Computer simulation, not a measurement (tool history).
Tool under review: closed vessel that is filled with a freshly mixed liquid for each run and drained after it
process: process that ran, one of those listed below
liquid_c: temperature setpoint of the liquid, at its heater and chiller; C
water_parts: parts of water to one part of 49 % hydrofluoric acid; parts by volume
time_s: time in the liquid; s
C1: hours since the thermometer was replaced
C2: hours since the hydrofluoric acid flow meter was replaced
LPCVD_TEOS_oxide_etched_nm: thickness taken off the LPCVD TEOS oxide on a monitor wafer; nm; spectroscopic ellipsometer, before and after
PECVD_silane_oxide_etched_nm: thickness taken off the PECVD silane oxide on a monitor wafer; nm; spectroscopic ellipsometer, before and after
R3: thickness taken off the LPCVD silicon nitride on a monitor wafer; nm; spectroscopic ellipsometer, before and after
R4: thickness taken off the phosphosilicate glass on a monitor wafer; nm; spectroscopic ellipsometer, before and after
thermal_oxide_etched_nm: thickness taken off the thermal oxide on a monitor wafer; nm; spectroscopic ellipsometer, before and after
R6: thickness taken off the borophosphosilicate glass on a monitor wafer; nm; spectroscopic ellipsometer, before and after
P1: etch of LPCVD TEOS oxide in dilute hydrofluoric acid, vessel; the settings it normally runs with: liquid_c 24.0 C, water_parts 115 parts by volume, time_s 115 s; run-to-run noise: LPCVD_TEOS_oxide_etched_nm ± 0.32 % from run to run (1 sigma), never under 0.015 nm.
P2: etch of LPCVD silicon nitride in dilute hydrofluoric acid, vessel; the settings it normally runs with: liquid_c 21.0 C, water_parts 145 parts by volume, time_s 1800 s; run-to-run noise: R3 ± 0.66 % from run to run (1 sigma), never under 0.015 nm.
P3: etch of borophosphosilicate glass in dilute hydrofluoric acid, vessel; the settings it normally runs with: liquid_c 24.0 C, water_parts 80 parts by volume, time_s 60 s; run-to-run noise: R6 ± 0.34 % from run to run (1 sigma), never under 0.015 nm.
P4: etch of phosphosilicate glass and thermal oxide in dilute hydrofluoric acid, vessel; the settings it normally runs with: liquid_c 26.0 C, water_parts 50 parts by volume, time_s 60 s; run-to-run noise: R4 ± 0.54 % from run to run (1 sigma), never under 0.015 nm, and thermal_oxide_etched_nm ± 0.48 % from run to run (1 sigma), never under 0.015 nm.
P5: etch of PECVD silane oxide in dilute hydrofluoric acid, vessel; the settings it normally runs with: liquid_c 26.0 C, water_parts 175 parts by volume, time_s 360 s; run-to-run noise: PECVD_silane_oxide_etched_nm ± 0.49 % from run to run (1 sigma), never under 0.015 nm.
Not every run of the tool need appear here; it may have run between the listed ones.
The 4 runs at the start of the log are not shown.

{"run": 5, "hour": 66.6, "process": "P1", "liquid_c": 24.0, "water_parts": 115, "time_s": 30, "C1": 546.6, "C2": 795.3, "LPCVD_TEOS_oxide_etched_nm": 14.19}
{"hour": 73.2, "done": "thermometer replaced"}
{"run": 6, "hour": 84.5, "process": "P4", "liquid_c": 26.0, "water_parts": 50, "time_s": 60, "C1": 11.3, "C2": 813.2, "R4": 119.62, "thermal_oxide_etched_nm": 7.2885}
{"run": 7, "hour": 95.4, "process": "P1", "liquid_c": 24.0, "water_parts": 115, "time_s": 115, "C1": 22.2, "C2": 824.1, "LPCVD_TEOS_oxide_etched_nm": 54.247}
{"run": 8, "hour": 106.6, "process": "P1", "liquid_c": 17.0, "water_parts": 115, "time_s": 200, "C1": 33.4, "C2": 835.3, "LPCVD_TEOS_oxide_etched_nm": 71.075}
{"run": 9, "hour": 116.0, "process": "P2", "liquid_c": 17.0, "water_parts": 145, "time_s": 1800, "C1": 42.8, "C2": 844.7, "R3": 3.222}
{"run": 10, "hour": 131.0, "process": "P3", "liquid_c": 24.0, "water_parts": 80, "time_s": 60, "C1": 57.8, "C2": 859.7, "R6": 31.819}
{"run": 11, "hour": 144.2, "process": "P1", "liquid_c": 24.0, "water_parts": 115, "time_s": 200, "C1": 71.0, "C2": 872.9, "LPCVD_TEOS_oxide_etched_nm": 93.75}
{"run": 12, "hour": 156.7, "process": "P1", "liquid_c": 24.0, "water_parts": 60, "time_s": 115, "C1": 83.5, "C2": 885.4, "LPCVD_TEOS_oxide_etched_nm": 110.82}
{"run": 13, "hour": 174.2, "process": "P2", "liquid_c": 21.0, "water_parts": 235, "time_s": 1800, "C1": 101.0, "C2": 902.9, "R3": 2.6122}
{"run": 14, "hour": 188.4, "process": "P3", "liquid_c": 32.0, "water_parts": 80, "time_s": 60, "C1": 115.2, "C2": 917.1, "R6": 43.292}
{"run": 15, "hour": 196.9, "process": "P3", "liquid_c": 24.0, "water_parts": 125, "time_s": 60, "C1": 123.7, "C2": 925.6, "R6": 19.263}
{"run": 16, "hour": 208.8, "process": "P1", "liquid_c": 24.0, "water_parts": 185, "time_s": 115, "C1": 135.6, "C2": 937.5, "LPCVD_TEOS_oxide_etched_nm": 31.09}
{"run": 17, "hour": 222.4, "process": "P3", "liquid_c": 24.0, "water_parts": 80, "time_s": 60, "C1": 149.2, "C2": 951.1, "R6": 31.793}
{"run": 18, "hour": 236.2, "process": "P4", "liquid_c": 26.0, "water_parts": 20, "time_s": 60, "C1": 163.0, "C2": 964.9, "R4": 313.87, "thermal_oxide_etched_nm": 18.691}
{"run": 19, "hour": 246.6, "process": "P5", "liquid_c": 26.0, "water_parts": 175, "time_s": 360, "C1": 173.4, "C2": 975.3, "PECVD_silane_oxide_etched_nm": 42.3}
{"hour": 255.8, "done": "hydrofluoric acid flow meter replaced"}
{"run": 20, "hour": 263.9, "process": "P1", "liquid_c": 24.0, "water_parts": 115, "time_s": 115, "C1": 190.7, "C2": 8.2, "LPCVD_TEOS_oxide_etched_nm": 54.409}
{"run": 21, "hour": 275.1, "process": "P1", "liquid_c": 18.0, "water_parts": 115, "time_s": 115, "C1": 201.9, "C2": 19.4, "LPCVD_TEOS_oxide_etched_nm": 42.897}
{"run": 22, "hour": 287.3, "process": "P1", "liquid_c": 24.0, "water_parts": 115, "time_s": 115, "C1": 214.1, "C2": 31.6, "LPCVD_TEOS_oxide_etched_nm": 54.344}
{"run": 23, "hour": 301.6, "process": "P3", "liquid_c": 24.0, "water_parts": 80, "time_s": 105, "C1": 228.4, "C2": 45.9, "R6": 55.616}
{"run": 24, "hour": 314.9, "process": "P4", "liquid_c": 21.0, "water_parts": 50, "time_s": 60, "C1": 241.7, "C2": 59.2, "R4": 97.649, "thermal_oxide_etched_nm": 5.895}
{"run": 25, "hour": 332.6, "process": "P1", "liquid_c": 29.5, "water_parts": 115, "time_s": 115, "C1": 259.4, "C2": 76.9, "LPCVD_TEOS_oxide_etched_nm": 66.897}
{"run": 26, "hour": 343.7, "process": "P5", "liquid_c": 26.0, "water_parts": 70, "time_s": 360, "C1": 270.5, "C2": 88.0, "PECVD_silane_oxide_etched_nm": 121.05}
{"run": 27, "hour": 355.1, "process": "P5", "liquid_c": 26.0, "water_parts": 175, "time_s": 685, "C1": 281.9, "C2": 99.4, "PECVD_silane_oxide_etched_nm": 80.095}
{"run": 28, "hour": 371.6, "process": "P4", "liquid_c": 26.0, "water_parts": 50, "time_s": 60, "C1": 298.4, "C2": 115.9, "R4": 119.45, "thermal_oxide_etched_nm": 7.2465}

Forecast run 29:
{"run": 29, "hour": 381.7, "process": "P4", "liquid_c": 26.0, "water_parts": 50, "time_s": 30, "C1": 308.5, "C2": 126.0, "R4": "?", "thermal_oxide_etched_nm": "?"}

Logged for run 29: R4 59.609 nm, thermal_oxide_etched_nm 3.6173 nm.
